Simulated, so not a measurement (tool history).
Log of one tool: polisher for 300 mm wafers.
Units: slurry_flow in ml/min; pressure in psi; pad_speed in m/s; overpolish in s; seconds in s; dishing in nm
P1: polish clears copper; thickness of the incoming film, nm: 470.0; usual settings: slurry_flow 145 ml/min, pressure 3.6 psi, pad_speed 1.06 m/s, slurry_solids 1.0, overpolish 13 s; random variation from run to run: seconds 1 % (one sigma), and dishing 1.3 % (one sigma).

run  hour  slurry_flow  pressure  pad_speed  slurry_solids  overpolish  wafers polished on this pad  hours since the slurry nozzle was cleaned  hours since the head pressure was calibrated  hours since the slurry blender was calibrated  seconds  dishing
  1   2.6          145       3.6       1.06            1.0          13                          178                                      387.5                                         666.6                                           49.1  111.540   28.352
  2   5.7          145       3.6       1.06            1.0           6                          210                                      390.6                                         669.7                                           52.2  110.580   16.767
  3   8.7          145       3.6       1.06            1.0          13                          240                                      393.6                                         672.7                                           55.2  110.570   27.841
  4  11.2          145       2.3       1.06            1.0          13                          265                                      396.1                                         675.2                                           57.7  171.970   20.217
  5  14.2           85       3.6       1.06            1.0          13                          295                                      399.1                                         678.2                                           60.7  123.420   26.267
  6  16.6          145       3.6       1.06            1.0          13                          319                                      401.5                                         680.6                                           63.1  108.270   27.944
  7  19.5          225       3.6       1.06            1.0          13                          348                                      404.4                                         683.5                                           66.0  103.460   29.007
  8  22.2           90       3.6       0.56            1.0          13                          375                                      407.1                                         686.2                                           68.7  229.090   16.799
  9  24.5          145       3.6       1.06            1.0          13                          399                                      409.4                                         688.5                                           71.0  111.180   28.163
 10  28.2          145       3.6       1.06            1.5          13                          436                                      413.1                                         692.2                                           74.7   99.717   28.995
 11  30.3          145       3.6       1.06            1.0          13                          457                                      415.2                                         694.3                                           76.8  108.870   28.011
 12  32.2          145       3.6       1.06            1.0          26                          476                                      417.1                                         696.2                                           78.7  108.660   37.835
 13  34.3          145       3.6       1.06            0.5          13                          497                                      419.2                                         698.3                                           80.8  128.310   25.906
 14  38.4          145       3.6       0.76            1.0          13                          538                                      423.3                                         702.4                                           84.9  154.040   22.998
 15  42.7          145       4.5       1.62            1.0          13                          582                                      427.6                                         706.7                                           89.2   57.035   38.059
 16  46.9          145       3.6       1.06            1.0          13                          624                                      431.8                                         710.9                                           93.4  110.660   28.004
 17  51.0          145       3.6       1.52            1.0          13                          665                                      435.9                                         715.0                                           97.5   76.460   33.492
 18  54.2          145       5.0       1.06            1.0          13                          697                                      439.1                                         718.2                                          100.7   78.433   33.211
 19  58.1          145       3.6       1.06            1.0          13                          736                                      443.0                                         722.1                                          104.6  110.460   27.317
 20  60.5          145       3.6       1.06            1.0          13                          761                                      445.4                                         724.5                                          107.0  114.400   27.425
 21  62.8          145       3.6       1.06            1.0          13                          784                                      447.7                                         726.8                                          109.3  118.530   27.150
 22  65.0          145       3.6       1.06            1.0          13                          806                                      449.9                                         729.0                                          111.5  117.000   27.115
     65.8  -- worn pad replaced by a new one
     66.8  -- head pressure recalibrated
 23  67.3          145       3.6       1.06            1.0          13                           15                                      452.2                                           0.6                                          113.8  119.230   26.991
 24  69.3          145       3.6       1.06            1.0          13                           35                                      454.2                                           2.6                                          115.8  120.060   27.701
 25  71.8          145       3.6       1.06            1.0          13                           60                                      456.7                                           5.1                                          118.3  119.480   27.126

What P1 gives has crept away from where it was. These 2 causes fit the log equally well, each at the size given:
A: slurry flow missing at the pad, % = 30.2
B: abrasive missing from the slurry, % = 30.4
The creep began at about hour 58.1.
Why every other cause is out:
removal rate lost through wear of the pad, %: serviced at hour 65.8, which brought nothing back
head's pressure below its setpoint, %: serviced at hour 66.8, which brought nothing back

4 check runs are offered, each on 3 wafers whose results are averaged, their results left as question marks. Which one tells the causes apart?
check 1  74.3           85       3.6       1.06           0.65          13                                                                                                                                                                             ?        ?
check 2  74.3          145       3.6       1.06           1.00          24                                                                                                                                                                             ?        ?
check 3  74.3          145       3.6       1.06           1.40          13                                                                                                                                                                             ?        ?
check 4  74.3          145       4.7       1.52           1.00          13                                                                                                                                                                             ?        ?

What each check would give under each cause:
  check   result     if A     if B
check 1  seconds  154.150  146.800
check 1  dishing   22.767   23.519
check 2  seconds  119.190  119.190
check 2  dishing   36.001   36.001
check 3  seconds  110.740  111.090
check 3  dishing   27.971   27.922
check 4  seconds   63.666   63.666
check 4  dishing   36.838   36.838
How far apart the two closest causes lie, in the result that separates them most: check 1 4.89 %; check 2 0 %; check 3 0.31 %; check 4 0 %
Check 1 tells the causes apart: in the others they would give nearly the same result.

Check 1 was then run and gave: seconds 147.210 s; dishing 23.522 nm. Which cause is it?

It is B: abrasive missing from the slurry, %.

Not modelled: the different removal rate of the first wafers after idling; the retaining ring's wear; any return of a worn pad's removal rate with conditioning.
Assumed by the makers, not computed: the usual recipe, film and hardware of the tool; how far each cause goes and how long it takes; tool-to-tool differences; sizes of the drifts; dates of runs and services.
